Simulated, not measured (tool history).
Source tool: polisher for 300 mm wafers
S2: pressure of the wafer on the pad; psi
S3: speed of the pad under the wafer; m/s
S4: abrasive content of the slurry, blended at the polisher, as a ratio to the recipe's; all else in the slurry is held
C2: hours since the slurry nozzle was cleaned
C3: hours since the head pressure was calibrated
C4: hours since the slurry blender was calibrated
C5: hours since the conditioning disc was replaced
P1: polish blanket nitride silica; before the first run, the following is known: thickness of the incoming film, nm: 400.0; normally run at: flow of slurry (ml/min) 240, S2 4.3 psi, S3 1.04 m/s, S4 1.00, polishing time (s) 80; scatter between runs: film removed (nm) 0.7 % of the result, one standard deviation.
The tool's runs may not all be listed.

Run 1, hour 8.9: flow of slurry (ml/min) 240, S2 4.3 psi, S3 1.04 m/s, S4 1.00, polishing time (s) 80; wafers polished on this pad 375; C2 167.4; C3 446.0; C4 80.6; C5 194.7. Result: film removed (nm) 72.313.
Run 2, hour 18.8: flow of slurry (ml/min) 240, S2 4.3 psi, S3 1.04 m/s, S4 1.00, polishing time (s) 80; wafers polished on this pad 435; C2 177.3; C3 455.9; C4 90.5; C5 204.6. Result: film removed (nm) 72.305.
Run 3, hour 30.0: flow of slurry (ml/min) 240, S2 4.3 psi, S3 1.04 m/s, S4 1.00, polishing time (s) 113; wafers polished on this pad 503; C2 188.5; C3 467.1; C4 101.7; C5 215.8. Result: film removed (nm) 103.350.
Run 4, hour 39.5: flow of slurry (ml/min) 240, S2 4.3 psi, S3 1.04 m/s, S4 0.65, polishing time (s) 80; wafers polished on this pad 560; C2 198.0; C3 476.6; C4 111.2; C5 225.3. Result: film removed (nm) 57.886.
Run 5, hour 47.4: flow of slurry (ml/min) 240, S2 4.3 psi, S3 1.04 m/s, S4 1.30, polishing time (s) 80; wafers polished on this pad 608; C2 205.9; C3 484.5; C4 119.1; C5 233.2. Result: film removed (nm) 81.394.
Run 6, hour 55.6: flow of slurry (ml/min) 240, S2 4.3 psi, S3 1.04 m/s, S4 0.75, polishing time (s) 50; wafers polished on this pad 658; C2 214.1; C3 492.7; C4 127.3; C5 241.4. Result: film removed (nm) 39.548.
Run 7, hour 63.2: flow of slurry (ml/min) 240, S2 4.3 psi, S3 1.60 m/s, S4 1.00, polishing time (s) 80; wafers polished on this pad 704; C2 221.7; C3 500.3; C4 134.9; C5 249.0. Result: film removed (nm) 102.650.
Run 8, hour 76.2: flow of slurry (ml/min) 240, S2 2.4 psi, S3 1.04 m/s, S4 1.00, polishing time (s) 80; wafers polished on this pad 782; C2 234.7; C3 513.3; C4 147.9; C5 262.0. Result: film removed (nm) 40.539.
Run 9, hour 83.2: flow of slurry (ml/min) 240, S2 4.3 psi, S3 1.04 m/s, S4 1.00, polishing time (s) 80; wafers polished on this pad 825; C2 241.7; C3 520.3; C4 154.9; C5 269.0. Result: film removed (nm) 72.101.
Run 10, hour 96.6: flow of slurry (ml/min) 240, S2 4.3 psi, S3 1.34 m/s, S4 1.00, polishing time (s) 115; wafers polished on this pad 906; C2 255.1; C3 533.7; C4 168.3; C5 282.4. Result: film removed (nm) 127.280.
Run 11, hour 105.0: flow of slurry (ml/min) 145, S2 4.3 psi, S3 1.04 m/s, S4 1.00, polishing time (s) 80; wafers polished on this pad 957; C2 263.5; C3 542.1; C4 176.7; C5 290.8. Result: film removed (nm) 67.304.
Run 12, hour 113.8: flow of slurry (ml/min) 240, S2 4.3 psi, S3 0.48 m/s, S4 1.00, polishing time (s) 80; wafers polished on this pad 1010; C2 272.3; C3 550.9; C4 185.5; C5 299.6. Result: film removed (nm) 39.429.
Run 13, hour 125.1: flow of slurry (ml/min) 240, S2 6.4 psi, S3 1.04 m/s, S4 1.00, polishing time (s) 80; wafers polished on this pad 1078; C2 283.6; C3 562.2; C4 196.8; C5 310.9. Result: film removed (nm) 108.360.
Run 14, hour 131.7: flow of slurry (ml/min) 240, S2 4.3 psi, S3 1.04 m/s, S4 1.00, polishing time (s) 80; wafers polished on this pad 1118; C2 290.2; C3 568.8; C4 203.4; C5 317.5. Result: film removed (nm) 72.142.
Run 15, hour 142.6: flow of slurry (ml/min) 240, S2 4.3 psi, S3 1.04 m/s, S4 1.00, polishing time (s) 37; wafers polished on this pad 1184; C2 301.1; C3 579.7; C4 214.3; C5 328.4. Result: film removed (nm) 33.419.
Run 16, hour 149.8: flow of slurry (ml/min) 340, S2 4.3 psi, S3 1.04 m/s, S4 1.00, polishing time (s) 80; wafers polished on this pad 1228; C2 308.3; C3 586.9; C4 221.5; C5 335.6. Result: film removed (nm) 73.559.
Run 17, hour 162.3: flow of slurry (ml/min) 240, S2 4.3 psi, S3 1.04 m/s, S4 1.00, polishing time (s) 80; wafers polished on this pad 1304; C2 320.8; C3 599.4; C4 234.0; C5 348.1. Result: film removed (nm) 71.511.
Run 18, hour 174.7: flow of slurry (ml/min) 240, S2 4.3 psi, S3 1.04 m/s, S4 1.00, polishing time (s) 80; wafers polished on this pad 1379; C2 333.2; C3 611.8; C4 246.4; C5 360.5. Result: film removed (nm) 68.542.
Run 19, hour 184.7: flow of slurry (ml/min) 240, S2 4.3 psi, S3 1.04 m/s, S4 1.00, polishing time (s) 80; wafers polished on this pad 1439; C2 343.2; C3 621.8; C4 256.4; C5 370.5. Result: film removed (nm) 67.102.
Run 20, hour 193.3: flow of slurry (ml/min) 240, S2 4.3 psi, S3 1.04 m/s, S4 1.00, polishing time (s) 80; wafers polished on this pad 1491; C2 351.8; C3 630.4; C4 265.0; C5 379.1. Result: film removed (nm) 66.429.
Run 21, hour 201.7: flow of slurry (ml/min) 240, S2 4.3 psi, S3 1.04 m/s, S4 1.00, polishing time (s) 80; wafers polished on this pad 1542; C2 360.2; C3 638.8; C4 273.4; C5 387.5. Result: film removed (nm) 65.582.
At hour 206.8: conditioning disc replaced and pad reconditioned.
Run 22, hour 212.0: flow of slurry (ml/min) 240, S2 4.3 psi, S3 1.04 m/s, S4 1.00, polishing time (s) 80; wafers polished on this pad 1605; C2 370.5; C3 649.1; C4 283.7; C5 5.2. Result: film removed (nm) 63.913.
At hour 220.1: slurry nozzle cleaned.
Run 23, hour 222.4: flow of slurry (ml/min) 240, S2 4.3 psi, S3 1.04 m/s, S4 1.00, polishing time (s) 80; wafers polished on this pad 1668; C2 2.4; C3 659.5; C4 294.1; C5 15.6. Result: film removed (nm) 64.982.
At hour 224.7: head pressure recalibrated.
Run 24, hour 230.9: flow of slurry (ml/min) 240, S2 4.3 psi, S3 1.04 m/s, S4 1.00, polishing time (s) 80; wafers polished on this pad 1719; C2 10.9; C3 6.3; C4 302.6; C5 24.1. Result: film removed (nm) 64.223.
Run 25, hour 242.6: flow of slurry (ml/min) 240, S2 4.3 psi, S3 1.04 m/s, S4 1.00, polishing time (s) 80; wafers polished on this pad 1790; C2 22.6; C3 18.0; C4 314.3; C5 35.8. Result: film removed (nm) 63.863.
Run 26, hour 250.0: flow of slurry (ml/min) 240, S2 4.3 psi, S3 1.04 m/s, S4 1.00, polishing time (s) 80; wafers polished on this pad 1835; C2 30.0; C3 25.4; C4 321.7; C5 43.2. Result: film removed (nm) 63.607.
Run 27, hour 263.2: flow of slurry (ml/min) 240, S2 4.3 psi, S3 1.04 m/s, S4 1.00, polishing time (s) 80; wafers polished on this pad 1915; C2 43.2; C3 38.6; C4 334.9; C5 56.4. Result: film removed (nm) 63.141.

P1 has crept away from where it was. The log is fitted equally well by each of these 2 causes, at the sizes shown:
A: abrasive missing from the slurry, % = 23.7
B: removal rate lost through wear of the pad, % = 12.4
The drift started at roughly hour 162.3.
Ruled out, with reasons:
slurry flow missing at the pad, %: was serviced at hour 220.1, once the creep was under way, yet the earlier output never came back
head's pressure below its setpoint, %: was serviced at hour 224.7, once the creep was under way, yet the earlier output never came back
time polished since the conditioner stopped cutting, s: was serviced at hour 206.8, once the creep was under way, yet the earlier output never came back

Consider the 4 check runs below, whose results appear as question marks and each of which averages 5 wafers. Which one distinguishes the causes, in that each cause would give it a clearly different result?
Run check 1, hour 276.4: flow of slurry (ml/min) 240, S2 4.3 psi, S3 1.04 m/s, S4 1.00, polishing time (s) 39. Result: film removed (nm) ?.
Run check 2, hour 276.4: flow of slurry (ml/min) 240, S2 4.3 psi, S3 1.60 m/s, S4 1.00, polishing time (s) 80. Result: film removed (nm) ?.
Run check 3, hour 276.4: flow of slurry (ml/min) 240, S2 4.3 psi, S3 1.42 m/s, S4 1.00, polishing time (s) 80. Result: film removed (nm) ?.
Run check 4, hour 276.4: flow of slurry (ml/min) 240, S2 4.3 psi, S3 1.04 m/s, S4 0.70, polishing time (s) 80. Result: film removed (nm) ?.

Expected result of each check under each candidate cause:
  check             result    if A    if B
check 1  film removed (nm)  30.937  30.927
check 2  film removed (nm)  89.573  89.544
check 3  film removed (nm)  81.416  81.390
check 4  film removed (nm)  51.859  53.097
Minimum pairwise separation of causes per check, each pair taken at its best-separating result: check 1 0.03 %; check 2 0.03 %; check 3 0.03 %; check 4 2.36 %
Check 4 is the one run that separates the causes; every other check would come out nearly the same whichever cause is at work.

Check 4 was then run and gave: film removed (nm) 53.296. Which cause is it?

It is B: removal rate lost through wear of the pad, %.
